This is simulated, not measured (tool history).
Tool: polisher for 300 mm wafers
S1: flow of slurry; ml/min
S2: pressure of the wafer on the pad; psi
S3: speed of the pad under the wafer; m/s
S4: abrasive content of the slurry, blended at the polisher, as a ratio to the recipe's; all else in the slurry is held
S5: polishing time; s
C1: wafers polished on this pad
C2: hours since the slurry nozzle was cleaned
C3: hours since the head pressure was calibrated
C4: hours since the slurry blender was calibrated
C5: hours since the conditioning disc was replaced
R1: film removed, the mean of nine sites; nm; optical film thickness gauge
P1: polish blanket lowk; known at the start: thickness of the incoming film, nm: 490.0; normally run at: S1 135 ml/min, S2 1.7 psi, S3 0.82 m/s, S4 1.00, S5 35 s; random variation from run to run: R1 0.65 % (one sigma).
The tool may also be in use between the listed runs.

run 1 hour=2.8 | S1=135 S2=1.7 S3=0.82 S4=1.00 S5=35 | C1=465 C2=243.1 C3=256.9 C4=60.7 C5=173.9 | R1=10.5700
run 2 hour=7.5 | S1=205 S2=1.7 S3=0.82 S4=1.00 S5=35 | C1=517 C2=247.8 C3=261.6 C4=65.4 C5=178.6 | R1=11.3400
run 3 hour=9.9 | S1=135 S2=1.7 S3=0.52 S4=1.00 S5=35 | C1=544 C2=250.2 C3=264.0 C4=67.8 C5=181.0 | R1=7.3406
run 4 hour=14.3 | S1=135 S2=1.7 S3=0.82 S4=0.60 S5=35 | C1=593 C2=254.6 C3=268.4 C4=72.2 C5=185.4 | R1=8.0743
run 5 hour=18.0 | S1=135 S2=1.7 S3=1.14 S4=1.00 S5=35 | C1=634 C2=258.3 C3=272.1 C4=75.9 C5=189.1 | R1=13.7820
run 6 hour=22.3 | S1=100 S2=1.7 S3=0.82 S4=1.00 S5=20 | C1=682 C2=262.6 C3=276.4 C4=80.2 C5=193.4 | R1=5.6936
run 7 hour=26.7 | S1=135 S2=1.7 S3=0.82 S4=1.00 S5=35 | C1=731 C2=267.0 C3=280.8 C4=84.6 C5=197.8 | R1=10.5080
run 8 hour=29.2 | S1=135 S2=1.7 S3=0.82 S4=1.35 S5=35 | C1=758 C2=269.5 C3=283.3 C4=87.1 C5=200.3 | R1=12.0600
run 9 hour=32.4 | S1=135 S2=1.7 S3=0.82 S4=1.00 S5=35 | C1=794 C2=272.7 C3=286.5 C4=90.3 C5=203.5 | R1=10.4820
run 10 hour=36.1 | S1=170 S2=1.7 S3=0.60 S4=1.00 S5=35 | C1=835 C2=276.4 C3=290.2 C4=94.0 C5=207.2 | R1=8.5391
run 11 hour=40.3 | S1=135 S2=0.8 S3=0.82 S4=1.00 S5=35 | C1=882 C2=280.6 C3=294.4 C4=98.2 C5=211.4 | R1=4.9779
run 12 hour=44.5 | S1=135 S2=1.7 S3=0.82 S4=1.00 S5=35 | C1=928 C2=284.8 C3=298.6 C4=102.4 C5=215.6 | R1=10.7680
run 13 hour=48.2 | S1=135 S2=1.7 S3=0.82 S4=1.00 S5=35 | C1=970 C2=288.5 C3=302.3 C4=106.1 C5=219.3 | R1=10.5350
run 14 hour=52.6 | S1=135 S2=1.7 S3=0.82 S4=1.00 S5=49 | C1=1018 C2=292.9 C3=306.7 C4=110.5 C5=223.7 | R1=14.7390
-- hour=54.7 slurry blender recalibrated
run 15 hour=55.1 | S1=135 S2=2.7 S3=0.82 S4=1.00 S5=35 | C1=1046 C2=295.4 C3=309.2 C4=0.4 C5=226.2 | R1=16.7710
run 16 hour=59.4 | S1=100 S2=1.7 S3=0.82 S4=1.00 S5=35 | C1=1094 C2=299.7 C3=313.5 C4=4.7 C5=230.5 | R1=9.8040

The next listed run, before its measurement:
run 17 hour=62.5 | S1=135 S2=1.7 S3=0.82 S4=1.00 S5=35 | C1=1128 C2=302.8 C3=316.6 C4=7.8 C5=233.6 | R1=?

{"run 17": {"R1": 10.629}}

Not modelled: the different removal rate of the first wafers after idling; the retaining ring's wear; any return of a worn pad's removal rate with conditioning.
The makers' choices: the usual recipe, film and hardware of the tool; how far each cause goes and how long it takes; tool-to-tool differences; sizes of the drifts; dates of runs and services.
